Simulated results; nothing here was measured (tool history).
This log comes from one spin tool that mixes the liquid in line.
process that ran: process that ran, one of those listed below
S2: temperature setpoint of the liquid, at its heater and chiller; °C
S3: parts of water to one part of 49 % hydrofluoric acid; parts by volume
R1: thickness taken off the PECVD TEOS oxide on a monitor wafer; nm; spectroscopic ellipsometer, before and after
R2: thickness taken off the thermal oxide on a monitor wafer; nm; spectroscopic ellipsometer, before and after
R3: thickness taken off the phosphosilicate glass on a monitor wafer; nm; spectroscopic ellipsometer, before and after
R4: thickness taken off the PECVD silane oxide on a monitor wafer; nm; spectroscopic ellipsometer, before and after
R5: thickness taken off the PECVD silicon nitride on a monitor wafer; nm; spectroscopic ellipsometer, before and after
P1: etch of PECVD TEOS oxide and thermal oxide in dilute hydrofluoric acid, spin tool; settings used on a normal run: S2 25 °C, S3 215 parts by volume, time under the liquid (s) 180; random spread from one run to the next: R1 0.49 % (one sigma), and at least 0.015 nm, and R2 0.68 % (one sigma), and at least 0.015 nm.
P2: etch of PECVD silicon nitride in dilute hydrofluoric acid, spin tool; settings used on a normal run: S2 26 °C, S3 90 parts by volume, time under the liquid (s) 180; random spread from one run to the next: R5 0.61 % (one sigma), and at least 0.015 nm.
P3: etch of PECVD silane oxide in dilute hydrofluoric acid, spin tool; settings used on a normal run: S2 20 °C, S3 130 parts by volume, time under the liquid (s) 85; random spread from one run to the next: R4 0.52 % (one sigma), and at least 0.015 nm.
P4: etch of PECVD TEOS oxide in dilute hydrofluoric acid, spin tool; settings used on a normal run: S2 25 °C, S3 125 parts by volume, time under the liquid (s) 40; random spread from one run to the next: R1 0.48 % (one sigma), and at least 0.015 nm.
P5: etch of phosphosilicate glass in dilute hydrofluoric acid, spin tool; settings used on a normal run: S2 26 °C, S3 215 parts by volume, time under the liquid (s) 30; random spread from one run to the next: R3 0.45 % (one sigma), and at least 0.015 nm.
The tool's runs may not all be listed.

Run 1, hour 15.8: process that ran P1, S2 25 °C, S3 215 parts by volume, time under the liquid (s) 180. Result: R1 10.362 nm, R2 3.6109 nm.
Run 2, hour 25.5: process that ran P4, S2 30 °C, S3 125 parts by volume, time under the liquid (s) 40. Result: R1 9.5883 nm.
Run 3, hour 42.4: process that ran P5, S2 26 °C, S3 215 parts by volume, time under the liquid (s) 30. Result: R3 26.267 nm.
Run 4, hour 53: process that ran P3, S2 17 °C, S3 130 parts by volume, time under the liquid (s) 85. Result: R4 12.534 nm.
Run 5, hour 66.5: process that ran P2, S2 26 °C, S3 90 parts by volume, time under the liquid (s) 360. Result: R5 7.9366 nm.
Run 6, hour 74.9: process that ran P5, S2 26 °C, S3 215 parts by volume, time under the liquid (s) 30. Result: R3 26.171 nm.
Run 7, hour 85.2: process that ran P1, S2 25 °C, S3 215 parts by volume, time under the liquid (s) 70. Result: R1 4.0523 nm, R2 1.3566 nm.
Run 8, hour 101.4: process that ran P2, S2 26 °C, S3 135 parts by volume, time under the liquid (s) 180. Result: R5 2.7129 nm.
Run 9, hour 114.2: process that ran P1, S2 29.5 °C, S3 215 parts by volume, time under the liquid (s) 180. Result: R1 12.218 nm, R2 4.1684 nm.
Run 10, hour 128: process that ran P4, S2 25 °C, S3 125 parts by volume, time under the liquid (s) 15. Result: R1 2.9327 nm.
Run 11, hour 146.8: process that ran P4, S2 25 °C, S3 35 parts by volume, time under the liquid (s) 40. Result: R1 31.522 nm.
Run 12, hour 161.5: process that ran P4, S2 25 °C, S3 125 parts by volume, time under the liquid (s) 40. Result: R1 7.9555 nm.
Run 13, hour 177.7: process that ran P1, S2 25 °C, S3 385 parts by volume, time under the liquid (s) 180. Result: R1 4.8988 nm, R2 1.6853 nm.
Run 14, hour 187.8: process that ran P1, S2 25 °C, S3 215 parts by volume, time under the liquid (s) 180. Result: R1 10.43 nm, R2 3.5551 nm.
Run 15, hour 205.7: process that ran P2, S2 26 °C, S3 90 parts by volume, time under the liquid (s) 180. Result: R5 3.9934 nm.
Run 16, hour 222.5: process that ran P3, S2 20 °C, S3 130 parts by volume, time under the liquid (s) 85. Result: R4 14.203 nm.
Run 17, hour 232.2: process that ran P3, S2 20 °C, S3 130 parts by volume, time under the liquid (s) 15. Result: R4 2.528 nm.
Run 18, hour 242.1: process that ran P2, S2 21 °C, S3 90 parts by volume, time under the liquid (s) 180. Result: R5 2.8397 nm.
Run 19, hour 254: process that ran P1, S2 17 °C, S3 215 parts by volume, time under the liquid (s) 180. Result: R1 7.6587 nm, R2 2.6387 nm.
Run 20, hour 267.8: process that ran P1, S2 25 °C, S3 215 parts by volume, time under the liquid (s) 290. Result: R1 16.76 nm, R2 5.6956 nm.
Run 21, hour 280.9: process that ran P5, S2 26 °C, S3 215 parts by volume, time under the liquid (s) 15. Result: R3 13.058 nm.
Run 22, hour 291.8: process that ran P2, S2 26 °C, S3 90 parts by volume, time under the liquid (s) 180. Result: R5 4.054 nm.
Run 23, hour 308.2: process that ran P1, S2 25 °C, S3 215 parts by volume, time under the liquid (s) 180. Result: R1 10.44 nm, R2 3.607 nm.
Run 24, hour 321.3: process that ran P1, S2 25 °C, S3 215 parts by volume, time under the liquid (s) 180. Result: R1 10.398 nm, R2 3.6093 nm.
Run 25, hour 334.1: process that ran P1, S2 25 °C, S3 60 parts by volume, time under the liquid (s) 180. Result: R1 44.859 nm, R2 15.236 nm.
Run 26, hour 343.1: process that ran P5, S2 31.5 °C, S3 215 parts by volume, time under the liquid (s) 30. Result: R3 31.802 nm.
Run 27, hour 360.9: process that ran P5, S2 26 °C, S3 100 parts by volume, time under the liquid (s) 30. Result: R3 64.495 nm.
Run 28, hour 379.9: process that ran P1, S2 30 °C, S3 125 parts by volume, time under the liquid (s) 180. Result: R1 24.057 nm, R2 8.2165 nm.
Run 29, hour 391.9: process that ran P3, S2 20 °C, S3 235 parts by volume, time under the liquid (s) 85. Result: R4 7.1254 nm.
Run 30, hour 401.2: process that ran P1, S2 25 °C, S3 215 parts by volume, time under the liquid (s) 180. Result: R1 10.404 nm, R2 3.5609 nm.
Run 31, hour 415.5: process that ran P1, S2 25 °C, S3 215 parts by volume, time under the liquid (s) 180. Result: R1 10.102 nm, R2 3.4417 nm.
Run 32, hour 430.5: process that ran P1, S2 25 °C, S3 215 parts by volume, time under the liquid (s) 180. Result: R1 9.9884 nm, R2 3.3431 nm.
Run 33, hour 446.7: process that ran P1, S2 25 °C, S3 215 parts by volume, time under the liquid (s) 180. Result: R1 9.7968 nm, R2 3.374 nm.
Run 34, hour 455.3: process that ran P1, S2 25 °C, S3 215 parts by volume, time under the liquid (s) 180. Result: R1 9.7274 nm, R2 3.377 nm.
Run 35, hour 466.1: process that ran P1, S2 25 °C, S3 215 parts by volume, time under the liquid (s) 180. Result: R1 9.7853 nm, R2 3.3295 nm.
Run 36, hour 474.6: process that ran P1, S2 25 °C, S3 215 parts by volume, time under the liquid (s) 180. Result: R1 9.6514 nm, R2 3.3551 nm.
Run 37, hour 490.3: process that ran P1, S2 25 °C, S3 215 parts by volume, time under the liquid (s) 180. Result: R1 9.7688 nm, R2 3.3089 nm.
Run 38, hour 506.6: process that ran P1, S2 25 °C, S3 215 parts by volume, time under the liquid (s) 180. Result: R1 9.6504 nm, R2 3.2686 nm.

Run 39 is up next; what results do you expect?
Run 39, hour 520.3: process that ran P1, S2 25 °C, S3 215 parts by volume, time under the liquid (s) 180. Result: R1 ?, R2 ?.

{"run 39": {"R1": 9.5964, "R2": 3.3284}}
